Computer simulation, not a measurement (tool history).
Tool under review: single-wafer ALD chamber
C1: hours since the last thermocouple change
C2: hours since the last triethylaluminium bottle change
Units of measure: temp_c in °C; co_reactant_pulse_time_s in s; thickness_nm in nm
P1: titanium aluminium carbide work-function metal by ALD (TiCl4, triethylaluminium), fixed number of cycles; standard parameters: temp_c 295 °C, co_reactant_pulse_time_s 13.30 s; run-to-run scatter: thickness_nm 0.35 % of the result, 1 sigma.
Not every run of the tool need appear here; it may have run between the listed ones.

run 1 hour=7.5 | temp_c=295 co_reactant_pulse_time_s=13.30 | C1=2055.3 C2=451.0 | thickness_nm=2.0592
run 2 hour=14.2 | temp_c=295 co_reactant_pulse_time_s=13.30 | C1=2062.0 C2=457.7 | thickness_nm=2.0578
run 3 hour=24.6 | temp_c=319 co_reactant_pulse_time_s=13.30 | C1=2072.4 C2=468.1 | thickness_nm=2.2981
run 4 hour=31.8 | temp_c=295 co_reactant_pulse_time_s=13.30 | C1=2079.6 C2=475.3 | thickness_nm=2.0737
run 5 hour=38.1 | temp_c=295 co_reactant_pulse_time_s=17.77 | C1=2085.9 C2=481.6 | thickness_nm=2.0795
run 6 hour=50.7 | temp_c=295 co_reactant_pulse_time_s=13.30 | C1=2098.5 C2=494.2 | thickness_nm=2.0703
run 7 hour=58.0 | temp_c=295 co_reactant_pulse_time_s=13.30 | C1=2105.8 C2=501.5 | thickness_nm=2.0560
run 8 hour=64.0 | temp_c=272 co_reactant_pulse_time_s=21.57 | C1=2111.8 C2=507.5 | thickness_nm=1.8658
run 9 hour=72.7 | temp_c=295 co_reactant_pulse_time_s=13.30 | C1=2120.5 C2=516.2 | thickness_nm=2.0696
run 10 hour=79.2 | temp_c=295 co_reactant_pulse_time_s=5.38 | C1=2127.0 C2=522.7 | thickness_nm=1.7665
run 11 hour=90.2 | temp_c=319 co_reactant_pulse_time_s=6.13 | C1=2138.0 C2=533.7 | thickness_nm=2.0416
run 12 hour=96.8 | temp_c=282 co_reactant_pulse_time_s=13.30 | C1=2144.6 C2=540.3 | thickness_nm=1.9504
run 13 hour=107.7 | temp_c=295 co_reactant_pulse_time_s=13.30 | C1=2155.5 C2=551.2 | thickness_nm=2.0702
run 14 hour=118.0 | temp_c=295 co_reactant_pulse_time_s=13.30 | C1=2165.8 C2=561.5 | thickness_nm=2.0578
run 15 hour=127.6 | temp_c=295 co_reactant_pulse_time_s=13.30 | C1=2175.4 C2=571.1 | thickness_nm=2.0591
run 16 hour=133.9 | temp_c=295 co_reactant_pulse_time_s=13.30 | C1=2181.7 C2=577.4 | thickness_nm=2.0461
run 17 hour=141.7 | temp_c=295 co_reactant_pulse_time_s=13.30 | C1=2189.5 C2=585.2 | thickness_nm=2.0446
run 18 hour=148.7 | temp_c=295 co_reactant_pulse_time_s=13.30 | C1=2196.5 C2=592.2 | thickness_nm=2.0399
run 19 hour=158.5 | temp_c=295 co_reactant_pulse_time_s=13.30 | C1=2206.3 C2=602.0 | thickness_nm=2.0285
run 20 hour=167.1 | temp_c=295 co_reactant_pulse_time_s=13.30 | C1=2214.9 C2=610.6 | thickness_nm=2.0283
run 21 hour=179.6 | temp_c=295 co_reactant_pulse_time_s=13.30 | C1=2227.4 C2=623.1 | thickness_nm=2.0368

The log shows P1 creeping away from where it was. Any of the 2 causes listed here, at the size stated for it, fits the log just as well as the others:
A: triethylaluminium dose below that of a fresh bottle (%) = 21.5
B: wafer temperature below the value expected at the setpoint (K) = 3.93
At approximately hour 118.0, the process output began to creep.

Below are 4 check runs, each on a single wafer, with their results shown as question marks. Which of them would tell the listed causes apart, meaning the causes would give clearly different results under it?
run check 1 hour=192.1 | temp_c=319 co_reactant_pulse_time_s=13.30 | thickness_nm=?
run check 2 hour=192.1 | temp_c=295 co_reactant_pulse_time_s=7.22 | thickness_nm=?
run check 3 hour=192.1 | temp_c=313 co_reactant_pulse_time_s=16.71 | thickness_nm=?
run check 4 hour=192.1 | temp_c=311 co_reactant_pulse_time_s=16.36 | thickness_nm=?

How each check would come out, cause by cause:
check=check_1 result=thickness_nm if_A=2.2540 if_B=2.2571
check=check_2 result=thickness_nm if_A=1.7965 if_B=1.8861
check=check_3 result=thickness_nm if_A=2.2363 if_B=2.2170
check=check_4 result=thickness_nm if_A=2.2153 if_B=2.1975
Distance between the nearest two causes, measured in the result of the check that separates them most: check 1 0.14 %; check 2 4.87 %; check 3 0.87 %; check 4 0.81 %
The causes can be told apart only by check 2. The other checks would give nearly the same results under each of them.

After running check 2, the following was obtained: thickness_nm 1.8926 nm. Which cause does this point to?

The cause is B: wafer temperature below the value expected at the setpoint (K).
